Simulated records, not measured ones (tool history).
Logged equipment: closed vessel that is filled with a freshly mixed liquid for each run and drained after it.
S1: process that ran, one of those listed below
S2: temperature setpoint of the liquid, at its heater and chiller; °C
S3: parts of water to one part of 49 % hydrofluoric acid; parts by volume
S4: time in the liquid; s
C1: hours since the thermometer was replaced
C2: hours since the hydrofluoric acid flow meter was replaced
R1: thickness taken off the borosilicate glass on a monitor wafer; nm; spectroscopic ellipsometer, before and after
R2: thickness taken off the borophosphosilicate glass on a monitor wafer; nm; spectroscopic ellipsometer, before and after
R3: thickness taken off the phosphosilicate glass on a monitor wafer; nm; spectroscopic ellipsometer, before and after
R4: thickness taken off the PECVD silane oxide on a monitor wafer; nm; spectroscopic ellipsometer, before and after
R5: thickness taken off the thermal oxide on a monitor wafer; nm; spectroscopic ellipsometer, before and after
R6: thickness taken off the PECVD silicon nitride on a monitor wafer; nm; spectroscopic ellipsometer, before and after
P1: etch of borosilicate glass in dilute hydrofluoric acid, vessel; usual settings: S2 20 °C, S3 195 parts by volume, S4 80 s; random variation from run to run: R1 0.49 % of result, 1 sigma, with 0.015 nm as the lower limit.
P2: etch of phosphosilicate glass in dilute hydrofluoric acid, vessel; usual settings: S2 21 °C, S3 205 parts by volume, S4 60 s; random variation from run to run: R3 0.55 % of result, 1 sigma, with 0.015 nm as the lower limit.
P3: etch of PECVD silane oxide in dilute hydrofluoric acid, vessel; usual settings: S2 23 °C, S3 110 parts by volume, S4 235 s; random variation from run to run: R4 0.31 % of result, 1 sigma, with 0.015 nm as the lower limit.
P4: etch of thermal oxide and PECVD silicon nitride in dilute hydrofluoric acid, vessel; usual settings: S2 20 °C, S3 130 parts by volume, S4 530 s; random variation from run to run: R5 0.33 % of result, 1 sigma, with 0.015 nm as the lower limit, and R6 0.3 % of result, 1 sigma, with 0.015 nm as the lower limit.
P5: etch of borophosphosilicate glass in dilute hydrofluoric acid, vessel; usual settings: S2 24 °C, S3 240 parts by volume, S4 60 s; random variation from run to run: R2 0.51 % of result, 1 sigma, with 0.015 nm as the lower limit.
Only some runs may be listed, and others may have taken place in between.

| run | day | S1 | S2 | S3 | S4 | C1 | C2 | R1 | R2 | R3 | R4 | R5 | R6 |
|---|---|---|---|---|---|---|---|---|---|---|---|---|---|
| 1 | 0.325 | P1 | 20 | 195 | 80 | 1004.1 | 142.7 | 5.4245 |  |  |  |  |  |
| 2 | 0.75 | P1 | 20 | 280 | 155 | 1014.3 | 152.9 | 6.7245 |  |  |  |  |  |
| 3 | 1.288 | P5 | 24 | 240 | 60 | 1027.2 | 165.8 |  | 10.348 |  |  |  |  |
| 4 | 1.688 | P2 | 21 | 205 | 120 | 1036.8 | 175.4 |  |  | 72.439 |  |  |  |
| 5 | 2.096 | P2 | 21 | 205 | 60 | 1046.6 | 185.2 |  |  | 36.118 |  |  |  |
| 6 | 2.683 | P1 | 20 | 195 | 80 | 1060.7 | 199.3 | 5.4009 |  |  |  |  |  |
| 7 | 3.108 | P1 | 20 | 195 | 80 | 1070.9 | 209.5 | 5.3909 |  |  |  |  |  |
| 8 | 3.642 | P3 | 17 | 110 | 235 | 1083.7 | 222.3 |  |  |  | 29.532 |  |  |
| 9 | 4.096 | P4 | 20 | 225 | 530 | 1094.6 | 233.2 |  |  |  |  | 7.6247 | 5.5158 |
| 10 | 4.75 | P1 | 20 | 195 | 80 | 1110.3 | 248.9 | 5.4084 |  |  |  |  |  |
|  | 5.1 | thermometer replaced |
| 11 | 5.358 | P1 | 25 | 195 | 80 | 6.2 | 263.5 | 6.4791 |  |  |  |  |  |
| 12 | 5.821 | P1 | 17 | 195 | 80 | 17.3 | 274.6 | 4.7882 |  |  |  |  |  |
| 13 | 6.158 | P1 | 20 | 195 | 80 | 25.4 | 282.7 | 5.4367 |  |  |  |  |  |
|  | 6.183 | hydrofluoric acid flow meter replaced |
| 14 | 6.633 | P4 | 20 | 130 | 530 | 36.8 | 10.9 |  |  |  |  | 14.572 | 9.4763 |
| 15 | 7.358 | P3 | 23 | 110 | 465 | 54.2 | 28.3 |  |  |  | 74.285 |  |  |
| 16 | 7.979 | P4 | 20 | 130 | 50 | 69.1 | 43.2 |  |  |  |  | 1.3397 | 0.90252 |
| 17 | 8.479 | P5 | 24 | 240 | 30 | 81.1 | 55.2 |  | 5.1608 |  |  |  |  |
| 18 | 8.854 | P1 | 17 | 265 | 80 | 90.1 | 64.2 | 3.3058 |  |  |  |  |  |
| 19 | 9.4 | P2 | 27 | 205 | 60 | 103.2 | 77.3 |  |  | 45.139 |  |  |  |
| 20 | 9.812 | P3 | 23 | 110 | 235 | 113.1 | 87.2 |  |  |  | 37.822 |  |  |
| 21 | 10.5 | P1 | 20 | 295 | 80 | 129.6 | 103.7 | 3.2734 |  |  |  |  |  |
| 22 | 11.242 | P1 | 20 | 195 | 80 | 147.4 | 121.5 | 5.4455 |  |  |  |  |  |
| 23 | 11.875 | P4 | 17 | 130 | 530 | 162.6 | 136.7 |  |  |  |  | 12.813 | 7.6684 |
| 24 | 12.283 | P1 | 20 | 50 | 80 | 172.4 | 146.5 | 25.016 |  |  |  |  |  |
| 25 | 12.725 | P1 | 20 | 195 | 155 | 183 | 157.1 | 10.366 |  |  |  |  |  |
| 26 | 13.3 | P2 | 21 | 340 | 60 | 196.8 | 170.9 |  |  | 19.122 |  |  |  |
| 27 | 13.979 | P5 | 17 | 240 | 60 | 213.1 | 187.2 |  | 7.9775 |  |  |  |  |
| 28 | 14.725 | P2 | 21 | 205 | 60 | 231 | 205.1 |  |  | 36.15 |  |  |  |
| 29 | 15.329 | P3 | 23 | 175 | 235 | 245.5 | 219.6 |  |  |  | 22.062 |  |  |
| 30 | 15.9 | P1 | 20 | 195 | 30 | 259.2 | 233.3 | 2.0221 |  |  |  |  |  |
| 31 | 16.496 | P1 | 26.5 | 195 | 140 | 273.5 | 247.6 | 12.109 |  |  |  |  |  |
| 32 | 16.958 | P5 | 24 | 405 | 60 | 284.6 | 258.7 |  | 5.2136 |  |  |  |  |
| 33 | 17.321 | P1 | 20 | 195 | 80 | 293.3 | 267.4 | 5.3673 |  |  |  |  |  |
| 34 | 18.038 | P1 | 20 | 195 | 80 | 310.5 | 284.6 | 5.2154 |  |  |  |  |  |
| 35 | 18.758 | P1 | 20 | 195 | 80 | 327.8 | 301.9 | 5.118 |  |  |  |  |  |
| 36 | 19.275 | P1 | 20 | 195 | 80 | 340.2 | 314.3 | 5.1169 |  |  |  |  |  |
| 37 | 19.75 | P1 | 20 | 195 | 80 | 351.6 | 325.7 | 5.0221 |  |  |  |  |  |
| 38 | 20.333 | P1 | 20 | 195 | 80 | 365.6 | 339.7 | 4.9875 |  |  |  |  |  |
| 39 | 20.846 | P1 | 20 | 195 | 80 | 377.9 | 352 | 4.9607 |  |  |  |  |  |
| 40 | 21.338 | P1 | 20 | 195 | 80 | 389.7 | 363.8 | 4.9766 |  |  |  |  |  |
| 41 | 21.708 | P1 | 20 | 195 | 80 | 398.6 | 372.7 | 4.9393 |  |  |  |  |  |
| 42 | 22.312 | P1 | 20 | 195 | 80 | 413.1 | 387.2 | 4.9437 |  |  |  |  |  |
| 43 | 22.933 | P1 | 20 | 195 | 80 | 428 | 402.1 | 4.9607 |  |  |  |  |  |
| 44 | 23.55 | P1 | 20 | 195 | 80 | 442.8 | 416.9 | 4.9329 |  |  |  |  |  |

The log shows P1 creeping away from where it was. Any of the 2 causes listed here, at the size stated for it, fits the log just as well as the others:
A: hydrofluoric acid flow below the setpoint (%) = 7.58
B: liquid colder than its thermometer reads (K) = 2.41
The gradual shift began around day 17.321.

Each of the 4 check runs below uses one wafer; its results are left as question marks. Which run tells the causes apart?
| check 1 | 24.167 | P3 | 23 | 110 | 390 |  |  |  |  |  | ? |  |  |
| check 2 | 24.167 | P2 | 21 | 205 | 105 |  |  |  |  | ? |  |  |  |
| check 3 | 24.167 | P4 | 20 | 205 | 295 |  |  |  |  |  |  | ? | ? |
| check 4 | 24.167 | P5 | 18.5 | 240 | 30 |  |  |  | ? |  |  |  |  |

How each check would come out, cause by cause:
| check | result | if A | if B |
|---|---|---|---|
| check 1 | R4 | 57.322 | 56.903 |
| check 2 | R3 | 57.388 | 57.53 |
| check 3 | R5 | 4.3216 | 4.3262 |
| check 3 | R6 | 3.136 | 2.8858 |
| check 4 | R2 | 3.8248 | 3.8355 |
Per-check spread between the two closest causes, in the result where they differ most: check 1 0.73 %; check 2 0.25 %; check 3 8.32 %; check 4 0.28 %
The other checks would show nearly matching results whichever cause is true, so check 3 is the only one that separates the causes.

Running check 3 produced the following: R5 4.2993 nm; R6 3.1526 nm. Which one of the listed causes fits?

Of the candidate causes, it is A: hydrofluoric acid flow below the setpoint (%).
